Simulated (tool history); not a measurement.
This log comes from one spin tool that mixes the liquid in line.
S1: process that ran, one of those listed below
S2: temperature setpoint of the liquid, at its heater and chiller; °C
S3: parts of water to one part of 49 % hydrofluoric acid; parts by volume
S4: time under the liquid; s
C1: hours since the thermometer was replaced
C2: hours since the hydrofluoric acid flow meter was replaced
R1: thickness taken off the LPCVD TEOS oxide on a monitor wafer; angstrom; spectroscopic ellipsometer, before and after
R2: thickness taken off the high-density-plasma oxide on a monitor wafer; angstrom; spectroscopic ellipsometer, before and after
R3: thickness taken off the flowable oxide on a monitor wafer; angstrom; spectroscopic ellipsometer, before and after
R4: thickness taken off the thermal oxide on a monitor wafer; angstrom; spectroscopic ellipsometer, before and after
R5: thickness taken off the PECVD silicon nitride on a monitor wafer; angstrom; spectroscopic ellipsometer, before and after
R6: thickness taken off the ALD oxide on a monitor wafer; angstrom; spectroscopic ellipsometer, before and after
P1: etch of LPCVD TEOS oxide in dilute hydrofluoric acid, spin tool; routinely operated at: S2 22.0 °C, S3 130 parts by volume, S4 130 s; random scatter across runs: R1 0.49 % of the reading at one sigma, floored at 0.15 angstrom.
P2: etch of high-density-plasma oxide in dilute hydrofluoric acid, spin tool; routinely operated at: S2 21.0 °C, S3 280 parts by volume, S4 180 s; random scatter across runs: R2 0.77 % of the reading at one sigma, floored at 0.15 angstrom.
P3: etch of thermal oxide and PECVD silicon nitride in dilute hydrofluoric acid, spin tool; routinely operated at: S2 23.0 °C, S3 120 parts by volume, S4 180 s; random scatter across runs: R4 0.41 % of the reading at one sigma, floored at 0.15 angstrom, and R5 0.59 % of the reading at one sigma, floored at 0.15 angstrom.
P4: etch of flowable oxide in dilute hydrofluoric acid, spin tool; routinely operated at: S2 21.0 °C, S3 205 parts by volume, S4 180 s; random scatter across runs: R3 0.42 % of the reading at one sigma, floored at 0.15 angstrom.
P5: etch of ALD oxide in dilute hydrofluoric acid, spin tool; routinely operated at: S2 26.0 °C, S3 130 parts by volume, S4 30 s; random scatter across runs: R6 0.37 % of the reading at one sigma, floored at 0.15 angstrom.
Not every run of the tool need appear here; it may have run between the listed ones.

| run | hour | S1 | S2 | S3 | S4 | C1 | C2 | R1 | R2 | R3 | R4 | R5 | R6 |
|---|---|---|---|---|---|---|---|---|---|---|---|---|---|
| 1 | 7.0 | P1 | 22.0 | 130 | 130 | 485.7 | 480.3 | 448.27 |  |  |  |  |  |
| 2 | 14.4 | P2 | 21.0 | 280 | 180 | 493.1 | 487.7 |  | 33.111 |  |  |  |  |
| 3 | 18.6 | P1 | 17.0 | 130 | 130 | 497.3 | 491.9 | 364.01 |  |  |  |  |  |
| 4 | 23.5 | P1 | 22.0 | 130 | 55 | 502.2 | 496.8 | 189.75 |  |  |  |  |  |
| 5 | 26.9 | P4 | 21.0 | 130 | 180 | 505.6 | 500.2 |  |  | 629.61 |  |  |  |
| 6 | 32.0 | P1 | 22.0 | 130 | 130 | 510.7 | 505.3 | 446.45 |  |  |  |  |  |
| 7 | 37.1 | P2 | 17.0 | 280 | 180 | 515.8 | 510.4 |  | 28.584 |  |  |  |  |
| 8 | 42.8 | P4 | 25.0 | 205 | 180 | 521.5 | 516.1 |  |  | 433.52 |  |  |  |
| 9 | 48.8 | P3 | 23.0 | 120 | 320 | 527.5 | 522.1 |  |  |  | 116.860 | 63.897 |  |
| 10 | 53.4 | P2 | 21.0 | 460 | 180 | 532.1 | 526.7 |  | 17.398 |  |  |  |  |
| 11 | 58.4 | P5 | 26.0 | 205 | 30 | 537.1 | 531.7 |  |  |  |  |  | 34.051 |
| 12 | 64.9 | P1 | 17.0 | 30 | 130 | 543.6 | 538.2 | 1776.80 |  |  |  |  |  |
| 13 | 70.2 | P1 | 22.0 | 45 | 130 | 548.9 | 543.5 | 1426.80 |  |  |  |  |  |
| 14 | 77.5 | P3 | 23.0 | 120 | 180 | 556.2 | 550.8 |  |  |  | 65.556 | 36.026 |  |
|  | 83.5 | thermometer replaced |
| 15 | 83.5 | P1 | 26.0 | 130 | 130 | 0.1 | 556.8 | 523.45 |  |  |  |  |  |
| 16 | 86.9 | P1 | 22.0 | 130 | 130 | 3.5 | 560.2 | 447.42 |  |  |  |  |  |
| 17 | 91.4 | P2 | 21.0 | 280 | 180 | 8.0 | 564.7 |  | 33.581 |  |  |  |  |
| 18 | 95.4 | P1 | 22.0 | 130 | 130 | 12.0 | 568.7 | 449.14 |  |  |  |  |  |
| 19 | 102.3 | P3 | 19.0 | 120 | 180 | 18.9 | 575.6 |  |  |  | 55.560 | 27.574 |  |
| 20 | 108.0 | P1 | 22.0 | 130 | 130 | 24.6 | 581.3 | 449.71 |  |  |  |  |  |
| 21 | 112.8 | P3 | 23.0 | 30 | 180 | 29.4 | 586.1 |  |  |  | 293.260 | 140.240 |  |
| 22 | 117.5 | P5 | 18.5 | 130 | 30 | 34.1 | 590.8 |  |  |  |  |  | 43.525 |
| 23 | 121.1 | P5 | 26.0 | 130 | 30 | 37.7 | 594.4 |  |  |  |  |  | 58.850 |
| 24 | 126.5 | P1 | 22.0 | 130 | 130 | 43.1 | 599.8 | 448.43 |  |  |  |  |  |
| 25 | 133.5 | P2 | 21.0 | 280 | 285 | 50.1 | 606.8 |  | 53.236 |  |  |  |  |
| 26 | 138.0 | P1 | 22.0 | 130 | 255 | 54.6 | 611.3 | 882.32 |  |  |  |  |  |
| 27 | 144.9 | P5 | 26.0 | 130 | 15 | 61.5 | 618.2 |  |  |  |  |  | 29.358 |
| 28 | 151.8 | P1 | 22.0 | 45 | 255 | 68.4 | 625.1 | 2819.80 |  |  |  |  |  |
| 29 | 156.3 | P1 | 22.0 | 220 | 130 | 72.9 | 629.6 | 240.27 |  |  |  |  |  |
| 30 | 161.8 | P3 | 23.0 | 120 | 180 | 78.4 | 635.1 |  |  |  | 65.502 | 36.300 |  |
| 31 | 168.8 | P4 | 21.0 | 205 | 180 | 85.4 | 642.1 |  |  | 368.59 |  |  |  |
| 32 | 173.1 | P5 | 26.0 | 130 | 30 | 89.7 | 646.4 |  |  |  |  |  | 58.556 |
| 33 | 178.8 | P4 | 21.0 | 205 | 260 | 95.4 | 652.1 |  |  | 532.89 |  |  |  |
| 34 | 186.1 | P1 | 22.0 | 130 | 130 | 102.7 | 659.4 | 445.78 |  |  |  |  |  |
| 35 | 190.6 | P1 | 22.0 | 130 | 130 | 107.2 | 663.9 | 439.24 |  |  |  |  |  |
| 36 | 194.1 | P1 | 22.0 | 130 | 130 | 110.7 | 667.4 | 431.58 |  |  |  |  |  |
| 37 | 197.7 | P1 | 22.0 | 130 | 130 | 114.3 | 671.0 | 426.78 |  |  |  |  |  |
| 38 | 201.6 | P1 | 22.0 | 130 | 130 | 118.2 | 674.9 | 423.04 |  |  |  |  |  |
| 39 | 209.0 | P1 | 22.0 | 130 | 130 | 125.6 | 682.3 | 417.96 |  |  |  |  |  |
| 40 | 214.8 | P1 | 22.0 | 130 | 130 | 131.4 | 688.1 | 417.62 |  |  |  |  |  |
| 41 | 220.7 | P1 | 22.0 | 130 | 130 | 137.3 | 694.0 | 419.19 |  |  |  |  |  |
| 42 | 224.5 | P1 | 22.0 | 130 | 130 | 141.1 | 697.8 | 413.14 |  |  |  |  |  |
| 43 | 230.4 | P1 | 22.0 | 130 | 130 | 147.0 | 703.7 | 416.57 |  |  |  |  |  |
| 44 | 234.0 | P1 | 22.0 | 130 | 130 | 150.6 | 707.3 | 417.06 |  |  |  |  |  |

What P1 gives has crept off from where it sat before. The 2 causes that follow fit the log equally well, each at the size noted:
A: liquid colder than its thermometer reads (K) = 1.86
B: hydrofluoric acid flow below the setpoint (%) = 6.22
The onset of the drift is placed at about hour 186.1.

Listed below are the offered check runs, one wafer per run, with question marks in place of results. For which of them would the causes give clearly different outcomes?
| check 1 | 237.6 | P2 | 21.0 | 280 | 180 |  |  |  | ? |  |  |  |  |
| check 2 | 237.6 | P4 | 21.0 | 205 | 180 |  |  |  |  | ? |  |  |  |
| check 3 | 237.6 | P3 | 23.0 | 120 | 180 |  |  |  |  |  | ? | ? |  |
| check 4 | 237.6 | P5 | 26.0 | 130 | 30 |  |  |  |  |  |  |  | ? |

Outcome of each check run for each possible cause:
| check | result | if A | if B |
|---|---|---|---|
| check 1 | R2 | 30.862 | 30.471 |
| check 2 | R3 | 346.17 | 344.04 |
| check 3 | R4 | 61.007 | 61.039 |
| check 3 | R5 | 31.807 | 33.782 |
| check 4 | R6 | 54.562 | 54.377 |
Separation of the two closest causes in each check, using whichever result separates them best: check 1 1.27 %; check 2 0.62 %; check 3 6.02 %; check 4 0.34 %
The causes can be told apart only by check 3. The other checks would give nearly the same results under each of them.

After running check 3, the following was obtained: R4 60.706 angstrom; R5 31.782 angstrom. Which cause does this point to?

It was cause A: liquid colder than its thermometer reads (K).
